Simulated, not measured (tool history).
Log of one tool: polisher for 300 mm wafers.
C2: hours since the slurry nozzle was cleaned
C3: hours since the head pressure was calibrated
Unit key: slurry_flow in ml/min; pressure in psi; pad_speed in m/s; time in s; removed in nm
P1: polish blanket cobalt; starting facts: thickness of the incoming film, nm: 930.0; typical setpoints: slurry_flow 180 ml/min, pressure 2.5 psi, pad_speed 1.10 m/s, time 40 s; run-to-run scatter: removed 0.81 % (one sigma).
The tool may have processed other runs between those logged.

Run 1, hour 8.2: slurry_flow 180 ml/min, pressure 2.5 psi, pad_speed 1.10 m/s, time 40 s; wafers polished on this pad 615; C2 152.5; C3 778.3. Result: removed 276.18 nm.
Run 2, hour 20.2: slurry_flow 110 ml/min, pressure 2.5 psi, pad_speed 1.10 m/s, time 23 s; wafers polished on this pad 732; C2 164.5; C3 790.3. Result: removed 144.45 nm.
Run 3, hour 33.3: slurry_flow 180 ml/min, pressure 3.4 psi, pad_speed 1.10 m/s, time 40 s; wafers polished on this pad 859; C2 177.6; C3 803.4. Result: removed 375.17 nm.
Run 4, hour 47.9: slurry_flow 180 ml/min, pressure 2.5 psi, pad_speed 1.10 m/s, time 40 s; wafers polished on this pad 1000; C2 192.2; C3 818.0. Result: removed 275.79 nm.
At hour 57.0: slurry nozzle cleaned.
Run 5, hour 60.6: slurry_flow 180 ml/min, pressure 2.5 psi, pad_speed 1.10 m/s, time 40 s; wafers polished on this pad 1124; C2 3.6; C3 830.7. Result: removed 272.51 nm.
Run 6, hour 69.0: slurry_flow 180 ml/min, pressure 2.5 psi, pad_speed 1.10 m/s, time 40 s; wafers polished on this pad 1205; C2 12.0; C3 839.1. Result: removed 276.19 nm.
Run 7, hour 78.1: slurry_flow 180 ml/min, pressure 2.5 psi, pad_speed 1.10 m/s, time 40 s; wafers polished on this pad 1293; C2 21.1; C3 848.2. Result: removed 277.60 nm.
Run 8, hour 86.6: slurry_flow 285 ml/min, pressure 2.5 psi, pad_speed 1.10 m/s, time 40 s; wafers polished on this pad 1376; C2 29.6; C3 856.7. Result: removed 290.97 nm.
Run 9, hour 97.4: slurry_flow 180 ml/min, pressure 2.5 psi, pad_speed 1.10 m/s, time 57 s; wafers polished on this pad 1481; C2 40.4; C3 867.5. Result: removed 394.37 nm.
Run 10, hour 110.9: slurry_flow 180 ml/min, pressure 2.5 psi, pad_speed 1.68 m/s, time 40 s; wafers polished on this pad 1612; C2 53.9; C3 881.0. Result: removed 419.54 nm.
Run 11, hour 123.7: slurry_flow 180 ml/min, pressure 1.3 psi, pad_speed 1.10 m/s, time 40 s; wafers polished on this pad 1736; C2 66.7; C3 893.8. Result: removed 142.18 nm.
Run 12, hour 132.4: slurry_flow 110 ml/min, pressure 2.5 psi, pad_speed 1.10 m/s, time 40 s; wafers polished on this pad 1820; C2 75.4; C3 902.5. Result: removed 252.14 nm.
Run 13, hour 139.7: slurry_flow 180 ml/min, pressure 2.5 psi, pad_speed 1.10 m/s, time 20 s; wafers polished on this pad 1891; C2 82.7; C3 909.8. Result: removed 137.37 nm.
Run 14, hour 154.9: slurry_flow 180 ml/min, pressure 2.5 psi, pad_speed 0.80 m/s, time 40 s; wafers polished on this pad 2039; C2 97.9; C3 925.0. Result: removed 199.60 nm.
Run 15, hour 166.9: slurry_flow 180 ml/min, pressure 2.5 psi, pad_speed 1.10 m/s, time 40 s; wafers polished on this pad 2155; C2 109.9; C3 937.0. Result: removed 273.19 nm.
Run 16, hour 176.5: slurry_flow 180 ml/min, pressure 2.5 psi, pad_speed 1.10 m/s, time 40 s; wafers polished on this pad 2248; C2 119.5; C3 946.6. Result: removed 271.33 nm.
Run 17, hour 185.8: slurry_flow 180 ml/min, pressure 2.5 psi, pad_speed 1.10 m/s, time 40 s; wafers polished on this pad 2338; C2 128.8; C3 955.9. Result: removed 263.54 nm.
Run 18, hour 195.7: slurry_flow 180 ml/min, pressure 2.5 psi, pad_speed 1.10 m/s, time 40 s; wafers polished on this pad 2434; C2 138.7; C3 965.8. Result: removed 262.42 nm.
Run 19, hour 211.5: slurry_flow 180 ml/min, pressure 2.5 psi, pad_speed 1.10 m/s, time 40 s; wafers polished on this pad 2588; C2 154.5; C3 981.6. Result: removed 254.02 nm.
At hour 214.4: head pressure recalibrated.
Run 20, hour 226.5: slurry_flow 180 ml/min, pressure 2.5 psi, pad_speed 1.10 m/s, time 40 s; wafers polished on this pad 2733; C2 169.5; C3 12.1. Result: removed 253.93 nm.

Estimate the outcome of run 21 from the log above:
Run 21, hour 241.5: slurry_flow 180 ml/min, pressure 2.5 psi, pad_speed 1.10 m/s, time 40 s; wafers polished on this pad 2879; C2 184.5; C3 27.1. Result: removed ?.

{"run 21": {"removed": 254.13}}
